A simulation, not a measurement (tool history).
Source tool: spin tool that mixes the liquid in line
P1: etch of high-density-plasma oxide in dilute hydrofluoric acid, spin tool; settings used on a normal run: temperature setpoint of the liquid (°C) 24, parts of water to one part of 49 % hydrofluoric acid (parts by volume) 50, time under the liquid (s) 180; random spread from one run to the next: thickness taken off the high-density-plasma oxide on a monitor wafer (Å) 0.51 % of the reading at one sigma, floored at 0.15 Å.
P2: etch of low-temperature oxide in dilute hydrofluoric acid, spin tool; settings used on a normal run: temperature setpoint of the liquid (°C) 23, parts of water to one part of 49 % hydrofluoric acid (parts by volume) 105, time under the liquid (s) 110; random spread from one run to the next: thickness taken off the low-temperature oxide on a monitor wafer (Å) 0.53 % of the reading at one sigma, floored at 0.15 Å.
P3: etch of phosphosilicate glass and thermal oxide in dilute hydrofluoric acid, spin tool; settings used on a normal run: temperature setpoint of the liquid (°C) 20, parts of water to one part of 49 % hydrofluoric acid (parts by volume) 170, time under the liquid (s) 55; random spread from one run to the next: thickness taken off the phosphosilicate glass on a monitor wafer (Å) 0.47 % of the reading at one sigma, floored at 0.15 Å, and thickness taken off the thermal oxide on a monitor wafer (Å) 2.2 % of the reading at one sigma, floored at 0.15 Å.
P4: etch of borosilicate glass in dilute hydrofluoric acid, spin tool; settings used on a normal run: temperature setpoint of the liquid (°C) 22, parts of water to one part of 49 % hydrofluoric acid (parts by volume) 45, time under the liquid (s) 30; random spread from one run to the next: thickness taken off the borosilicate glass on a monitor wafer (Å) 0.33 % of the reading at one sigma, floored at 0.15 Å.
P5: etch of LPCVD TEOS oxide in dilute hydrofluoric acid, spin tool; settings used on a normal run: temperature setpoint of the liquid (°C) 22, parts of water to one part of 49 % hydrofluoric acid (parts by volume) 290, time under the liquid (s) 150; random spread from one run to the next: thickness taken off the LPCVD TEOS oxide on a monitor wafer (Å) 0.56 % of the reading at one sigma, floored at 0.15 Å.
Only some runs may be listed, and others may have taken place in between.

run    day  process that ran  temperature setpoint of the liquid (°C)  parts of water to one part of 49 % hydrofluoric acid (parts by volume)  time under the liquid (s)  hours since the thermometer was replaced  hours since the hydrofluoric acid flow meter was replaced  thickness taken off the high-density-plasma oxide on a monitor wafer (Å)  thickness taken off the low-temperature oxide on a monitor wafer (Å)  thickness taken off the phosphosilicate glass on a monitor wafer (Å)  thickness taken off the thermal oxide on a monitor wafer (Å)  thickness taken off the LPCVD TEOS oxide on a monitor wafer (Å)  thickness taken off the borosilicate glass on a monitor wafer (Å)
  1  0.283                P1                                       24                                                                      50                        180                                     507.9                                                      119.2                                                                    360.67
  2  0.604                P1                                       17                                                                      50                        180                                     515.6                                                      126.9                                                                    269.28
  3  0.808                P1                                       24                                                                      20                        180                                     520.5                                                      131.8                                                                    943.36
  4  0.988                P1                                       24                                                                      50                        180                                     524.8                                                      136.1                                                                    361.11
  5  1.271                P1                                       24                                                                      50                        310                                     531.6                                                      142.9                                                                    623.77
  6  1.612                P2                                       23                                                                     155                        110                                     539.8                                                      151.1                                                                                                                                          129.27
  7  1.904                P3                                       20                                                                     170                         15                                     546.8                                                      158.1                                                                                                                                                                                                                69.693                                                        2.9861
  8  2.204                P1                                       24                                                                      50                        180                                       554                                                      165.3                                                                    359.02
  9  2.558                P5                                       22                                                                     455                        150                                     562.5                                                      173.8                                                                                                                                                                                                                                                                                                                                               68.112
 10  2.783                P1                                       24                                                                      50                         95                                     567.9                                                      179.2                                                                    193.06
 11      3                P1                                       24                                                                      90                        180                                     573.1                                                      184.4                                                                    191.77
 12  3.296                P4                                       22                                                                      45                         30                                     580.2                                                      191.5                                                                                                                                                                                                                                                                                                                                                                                                                  146.99
     3.304  -- thermometer replaced
 13   3.65                P5                                       22                                                                     290                        150                                       8.3                                                        200                                                                                                                                                                                                                                                                                                                                               122.32
 14  3.812                P2                                       23                                                                     105                         25                                      12.2                                                      203.9                                                                                                                                          45.936
 15  3.988                P2                                       17                                                                     105                        110                                      16.4                                                      208.1                                                                                                                                          156.27
 16  4.204                P5                                       22                                                                     290                        265                                      21.6                                                      213.3                                                                                                                                                                                                                                                                                                                                               216.33
 17  4.408                P1                                     29.5                                                                      50                        260                                      26.5                                                      218.2                                                                    648.68
 18  4.683                P3                                       20                                                                     170                         55                                      33.1                                                      224.8                                                                                                                                                                                                                256.01                                                         11.33
 19   4.95                P4                                       22                                                                      45                         30                                      39.5                                                      231.2                                                                                                                                                                                                                                                                                                                                                                                                                  145.81

Run 20 comes next. What will it give?
 20  5.283                P5                                     30.5                                                                     290                        150                                      47.5                                                      239.2                                                                                                                                                                                                                                                                                                                                                    ?

Logged for run 20: thickness taken off the LPCVD TEOS oxide on a monitor wafer (Å) 164.94.
